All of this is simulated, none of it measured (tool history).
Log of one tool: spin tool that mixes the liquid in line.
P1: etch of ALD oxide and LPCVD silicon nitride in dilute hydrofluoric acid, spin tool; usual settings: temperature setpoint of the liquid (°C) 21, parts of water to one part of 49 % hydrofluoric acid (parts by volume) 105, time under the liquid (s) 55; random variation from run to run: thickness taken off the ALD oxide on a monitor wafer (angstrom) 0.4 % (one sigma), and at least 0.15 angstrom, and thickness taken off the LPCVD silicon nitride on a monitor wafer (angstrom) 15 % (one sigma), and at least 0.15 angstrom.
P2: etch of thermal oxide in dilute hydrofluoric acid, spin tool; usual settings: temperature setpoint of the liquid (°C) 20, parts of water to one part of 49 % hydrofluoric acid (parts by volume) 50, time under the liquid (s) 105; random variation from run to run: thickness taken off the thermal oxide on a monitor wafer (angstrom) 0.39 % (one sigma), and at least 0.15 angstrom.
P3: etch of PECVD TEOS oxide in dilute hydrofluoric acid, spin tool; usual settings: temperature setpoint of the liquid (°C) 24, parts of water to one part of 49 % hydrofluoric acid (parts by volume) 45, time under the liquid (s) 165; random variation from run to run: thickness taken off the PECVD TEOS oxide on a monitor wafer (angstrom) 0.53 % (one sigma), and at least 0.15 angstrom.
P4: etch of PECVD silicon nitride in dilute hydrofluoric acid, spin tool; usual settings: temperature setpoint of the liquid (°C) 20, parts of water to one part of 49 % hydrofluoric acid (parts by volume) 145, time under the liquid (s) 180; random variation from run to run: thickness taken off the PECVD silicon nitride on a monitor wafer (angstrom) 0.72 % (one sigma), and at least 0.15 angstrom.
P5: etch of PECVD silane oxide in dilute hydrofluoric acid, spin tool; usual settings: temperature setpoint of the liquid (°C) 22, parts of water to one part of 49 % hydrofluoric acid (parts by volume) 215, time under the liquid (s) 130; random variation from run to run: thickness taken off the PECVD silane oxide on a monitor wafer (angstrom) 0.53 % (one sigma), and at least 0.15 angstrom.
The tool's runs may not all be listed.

run	hour	process that ran	temperature setpoint of the liquid (°C)	parts of water to one part of 49 % hydrofluoric acid (parts by volume)	time under the liquid (s)	hours since the thermometer was replaced	hours since the hydrofluoric acid flow meter was replaced	thickness taken off the ALD oxide on a monitor wafer (angstrom)	thickness taken off the LPCVD silicon nitride on a monitor wafer (angstrom)	thickness taken off the PECVD silicon nitride on a monitor wafer (angstrom)	thickness taken off the PECVD silane oxide on a monitor wafer (angstrom)	thickness taken off the PECVD TEOS oxide on a monitor wafer (angstrom)	thickness taken off the thermal oxide on a monitor wafer (angstrom)
1	4.7	P1	21	105	55	968.5	499.4	62.218	1.9716				
2	12.3	P1	21	105	55	976.1	507	62.574	1.2257				
3	21.1	P4	20	145	310	984.9	515.8			47.488			
4	29.8	P5	22	215	15	993.6	524.5				17.617		
5	34.3	P3	24	45	165	998.1	529					460.64	
6	42.5	P3	24	20	165	1006.3	537.2					1083.2	
7	48	P1	21	65	55	1011.8	542.7	105.72	3.0954				
8	53.6	P3	17	45	165	1017.4	548.3					345.4	
9	62.5	P1	21	105	15	1026.3	557.2	17.074	0.67677				
10	67.3	P1	28	105	15	1031.1	562	22.141	0.89873				
11	71.8	P5	22	215	130	1035.6	566.5				152.33		
12	77.2	P4	20	250	180	1041	571.9			16.794			
13	81.3	P1	21	105	55	1045.1	576	62.475	2.291				
14	90.3	P2	28.5	50	105	1054.1	585						122.68
15	99.2	P2	20	50	15	1063	593.9						12.554
16	103.3	P1	21	105	100	1067.1	598	112.5	3.4638				
17	107.7	P3	24	45	15	1071.5	602.4					41.966	
# hour 113.7: thermometer replaced
18	115.9	P5	17	215	130	2.2	610.6				125.24		
19	123.1	P2	20	30	105	9.4	617.8						148.05
20	127.4	P1	21	105	55	13.7	622.1	62.722	1.7707				
21	136.3	P4	17	145	180	22.6	631			22.766			
22	143.2	P1	25.5	105	55	29.5	637.9	74.652	2.241				
23	149.5	P5	22	40	130	35.8	644.2				990.87		
24	155.5	P4	20	145	180	41.8	650.2			27.953			
25	160.1	P1	21	105	55	46.4	654.8	62.259	1.6013				
26	168.6	P5	22	215	130	54.9	663.3				151.24		
27	173.5	P3	24	45	165	59.8	668.2					459.66	
28	181	P1	21	185	55	67.3	675.7	32.683	0.96983				
29	185.2	P1	17	105	55	71.5	679.9	52.635	0.97449				
30	192.9	P2	20	50	105	79.2	687.6						86.609
31	199.2	P1	21	105	55	85.5	693.9	62.315	2.1306				
32	204	P1	21	105	55	90.3	698.7	60.584	2.013				
33	211.4	P1	21	105	55	97.7	706.1	59.338	1.6365				
34	217.4	P1	21	105	55	103.7	712.1	58.419	1.8544				
35	221.9	P1	21	105	55	108.2	716.6	58.362	1.7558				
36	227.3	P1	21	105	55	113.6	722	58.265	1.4237				
37	233.9	P1	21	105	55	120.2	728.6	57.839	1.428				
38	238.6	P1	21	105	55	124.9	733.3	57.231	1.6796				

What P1 gives has crept away from where it was. These 2 causes fit the log equally well, each at the size given:
A: liquid colder than its thermometer reads (K) = 1.91
B: hydrofluoric acid flow below the setpoint (%) = 6.71
The creep began at about hour 199.2.

4 check runs are offered, one wafer each, their results left as question marks. Which one tells the causes apart?
check 1	243.3	P3	24	20	65							?	
check 2	243.3	P4	17	145	260					?			
check 3	243.3	P5	22	100	75						?		
check 4	243.3	P2	27.5	50	40								?

What each check would give under each cause:
check	result	if A	if B
check 1	thickness taken off the PECVD TEOS oxide on a monitor wafer (angstrom)	390.11	393.92
check 2	thickness taken off the PECVD silicon nitride on a monitor wafer (angstrom)	28.897	30.848
check 3	thickness taken off the PECVD silane oxide on a monitor wafer (angstrom)	197.38	197.36
check 4	thickness taken off the thermal oxide on a monitor wafer (angstrom)	41.562	41.658
How far apart the two closest causes lie, in the result that separates them most: check 1 0.97 %; check 2 6.53 %; check 3 0.01 %; check 4 0.23 %
Only check 2 tells the causes apart: in the others they would give nearly the same result.

Check 2 was then run and gave: thickness taken off the PECVD silicon nitride on a monitor wafer (angstrom) 30.944. Which cause is it?

It is B: hydrofluoric acid flow below the setpoint (%).
